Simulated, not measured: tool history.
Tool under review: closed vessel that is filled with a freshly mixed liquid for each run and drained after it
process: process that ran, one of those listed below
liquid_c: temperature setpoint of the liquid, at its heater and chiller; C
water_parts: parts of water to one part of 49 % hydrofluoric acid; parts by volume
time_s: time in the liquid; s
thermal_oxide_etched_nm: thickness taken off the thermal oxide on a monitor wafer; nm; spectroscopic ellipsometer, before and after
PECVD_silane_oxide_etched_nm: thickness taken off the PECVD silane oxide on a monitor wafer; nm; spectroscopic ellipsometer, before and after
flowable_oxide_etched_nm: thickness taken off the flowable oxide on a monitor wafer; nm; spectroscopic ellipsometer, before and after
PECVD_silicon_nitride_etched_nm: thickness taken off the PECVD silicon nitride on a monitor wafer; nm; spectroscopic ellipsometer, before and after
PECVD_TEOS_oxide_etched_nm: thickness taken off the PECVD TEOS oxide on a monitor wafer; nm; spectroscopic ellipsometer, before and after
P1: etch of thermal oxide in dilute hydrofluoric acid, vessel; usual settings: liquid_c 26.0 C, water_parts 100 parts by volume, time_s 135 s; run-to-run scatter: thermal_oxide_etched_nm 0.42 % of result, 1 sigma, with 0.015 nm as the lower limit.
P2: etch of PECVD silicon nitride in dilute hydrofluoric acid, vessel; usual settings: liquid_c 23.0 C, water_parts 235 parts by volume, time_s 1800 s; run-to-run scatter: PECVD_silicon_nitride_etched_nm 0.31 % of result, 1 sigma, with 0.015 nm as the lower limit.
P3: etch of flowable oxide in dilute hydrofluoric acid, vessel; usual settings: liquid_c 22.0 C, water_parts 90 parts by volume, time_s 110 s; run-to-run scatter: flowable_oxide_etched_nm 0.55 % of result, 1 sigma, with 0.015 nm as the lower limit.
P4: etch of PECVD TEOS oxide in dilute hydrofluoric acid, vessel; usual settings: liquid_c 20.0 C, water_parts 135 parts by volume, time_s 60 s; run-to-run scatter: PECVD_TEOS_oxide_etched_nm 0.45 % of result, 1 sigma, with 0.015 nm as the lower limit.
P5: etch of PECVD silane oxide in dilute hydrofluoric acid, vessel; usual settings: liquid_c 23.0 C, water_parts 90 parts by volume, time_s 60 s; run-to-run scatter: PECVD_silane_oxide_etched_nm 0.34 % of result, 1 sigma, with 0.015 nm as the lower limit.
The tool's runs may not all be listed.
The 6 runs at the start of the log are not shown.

| run | hour | process | liquid_c | water_parts | time_s | thermal_oxide_etched_nm | PECVD_silane_oxide_etched_nm | flowable_oxide_etched_nm | PECVD_silicon_nitride_etched_nm | PECVD_TEOS_oxide_etched_nm |
|---|---|---|---|---|---|---|---|---|---|---|
| 7 | 44.0 | P5 | 17.0 | 90 | 60 |  | 7.1927 |  |  |  |
| 8 | 52.4 | P1 | 26.0 | 100 | 240 | 11.5910 |  |  |  |  |
| 9 | 60.2 | P1 | 33.5 | 100 | 135 | 8.6590 |  |  |  |  |
| 10 | 67.3 | P1 | 26.0 | 100 | 135 | 6.4925 |  |  |  |  |
| 11 | 72.4 | P4 | 20.0 | 135 | 60 |  |  |  |  | 9.1379 |
| 12 | 80.2 | P1 | 26.0 | 100 | 135 | 6.5805 |  |  |  |  |
| 13 | 86.6 | P3 | 28.0 | 90 | 110 |  |  | 41.109 |  |  |
| 14 | 91.6 | P1 | 26.0 | 100 | 135 | 6.5331 |  |  |  |  |
| 15 | 96.0 | P3 | 22.0 | 165 | 110 |  |  | 16.245 |  |  |
| 16 | 103.3 | P3 | 22.0 | 90 | 110 |  |  | 32.577 |  |  |
| 17 | 110.1 | P1 | 26.0 | 100 | 135 | 6.5387 |  |  |  |  |
| 18 | 117.2 | P1 | 26.0 | 135 | 205 | 7.0272 |  |  |  |  |
| 19 | 126.0 | P1 | 21.5 | 100 | 135 | 5.4599 |  |  |  |  |
| 20 | 133.3 | P4 | 20.0 | 40 | 60 |  |  |  |  | 34.2070 |
| 21 | 140.5 | P1 | 26.0 | 145 | 135 | 4.2292 |  |  |  |  |
| 22 | 148.9 | P4 | 28.0 | 135 | 60 |  |  |  |  | 12.4150 |

Run 23 has not been measured yet. What should we expect?
| 23 | 153.2 | P5 | 23.0 | 155 | 60 |  | ? |  |  |  |

Run 23 yielded PECVD_silane_oxide_etched_nm 4.9871 nm.
